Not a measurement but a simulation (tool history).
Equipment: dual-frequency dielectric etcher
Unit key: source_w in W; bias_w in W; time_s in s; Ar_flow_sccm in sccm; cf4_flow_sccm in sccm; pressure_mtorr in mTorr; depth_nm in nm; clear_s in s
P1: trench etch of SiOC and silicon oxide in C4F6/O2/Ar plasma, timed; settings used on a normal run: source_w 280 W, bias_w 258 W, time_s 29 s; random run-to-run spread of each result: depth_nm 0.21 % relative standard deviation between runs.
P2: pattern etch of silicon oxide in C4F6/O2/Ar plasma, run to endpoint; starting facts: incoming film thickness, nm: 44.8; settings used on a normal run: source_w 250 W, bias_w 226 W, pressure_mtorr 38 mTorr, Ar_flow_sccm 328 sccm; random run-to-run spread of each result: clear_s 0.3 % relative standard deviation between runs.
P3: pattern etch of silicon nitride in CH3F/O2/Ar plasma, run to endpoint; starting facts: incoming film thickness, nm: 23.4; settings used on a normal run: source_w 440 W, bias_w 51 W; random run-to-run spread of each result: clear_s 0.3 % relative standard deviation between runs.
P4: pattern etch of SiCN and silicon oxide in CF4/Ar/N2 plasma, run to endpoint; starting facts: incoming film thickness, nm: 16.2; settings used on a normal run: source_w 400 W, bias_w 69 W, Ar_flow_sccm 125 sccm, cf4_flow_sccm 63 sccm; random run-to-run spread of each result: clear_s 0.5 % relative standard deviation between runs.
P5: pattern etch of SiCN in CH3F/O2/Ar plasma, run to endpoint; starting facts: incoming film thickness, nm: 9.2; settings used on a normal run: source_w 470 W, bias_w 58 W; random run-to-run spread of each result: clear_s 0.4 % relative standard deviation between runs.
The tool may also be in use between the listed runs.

| run | hour | process | source_w | bias_w | time_s | Ar_flow_sccm | cf4_flow_sccm | pressure_mtorr | depth_nm | clear_s |
|---|---|---|---|---|---|---|---|---|---|---|
| 1 | 12.2 | P1 | 280 | 258 | 29 |  |  |  | 57.644 |  |
| 2 | 18.1 | P4 | 400 | 45 |  | 125 | 63 |  |  | 26.327 |
| 3 | 28.9 | P5 | 270 | 58 |  |  |  |  |  | 30.676 |
| 4 | 39.6 | P4 | 400 | 69 |  | 73 | 63 |  |  | 20.707 |
| 5 | 48.8 | P2 | 250 | 226 |  | 456 |  | 38 |  | 16.771 |
| 6 | 55.4 | P4 | 330 | 69 |  | 125 | 63 |  |  | 26.703 |
| 7 | 65.3 | P2 | 250 | 302 |  | 328 |  | 38 |  | 14.561 |
| 8 | 78.3 | P2 | 300 | 226 |  | 328 |  | 38 |  | 15.121 |
| 9 | 86.1 | P1 | 280 | 258 | 29 |  |  |  | 57.472 |  |
| 10 | 97.5 | P1 | 280 | 258 | 19 |  |  |  | 37.691 |  |
| 11 | 106.6 | P3 | 440 | 67 |  |  |  |  |  | 33.590 |
| 12 | 114.9 | P1 | 220 | 156 | 29 |  |  |  | 44.125 |  |
| 13 | 124.8 | P1 | 280 | 258 | 29 |  |  |  | 57.474 |  |
| 14 | 135.1 | P3 | 440 | 51 |  |  |  |  |  | 36.682 |
| 15 | 144.9 | P1 | 280 | 258 | 29 |  |  |  | 57.338 |  |
| 16 | 156.0 | P2 | 250 | 226 |  | 328 |  | 51 |  | 16.618 |
| 17 | 163.9 | P1 | 280 | 185 | 16 |  |  |  | 28.204 |  |
| 18 | 172.6 | P1 | 220 | 258 | 29 |  |  |  | 52.388 |  |
| 19 | 181.6 | P5 | 470 | 81 |  |  |  |  |  | 22.149 |
|  | 185.2 | source power generator calibrated |
| 20 | 187.9 | P1 | 280 | 258 | 29 |  |  |  | 57.385 |  |
| 21 | 195.0 | P5 | 470 | 58 |  |  |  |  |  | 25.027 |
| 22 | 206.0 | P1 | 280 | 358 | 29 |  |  |  | 64.232 |  |

Run 23 has not been measured yet. What should we expect?
| 23 | 215.3 | P2 | 250 | 226 |  | 328 |  | 38 |  | ? |

clear_s: 16.127 s
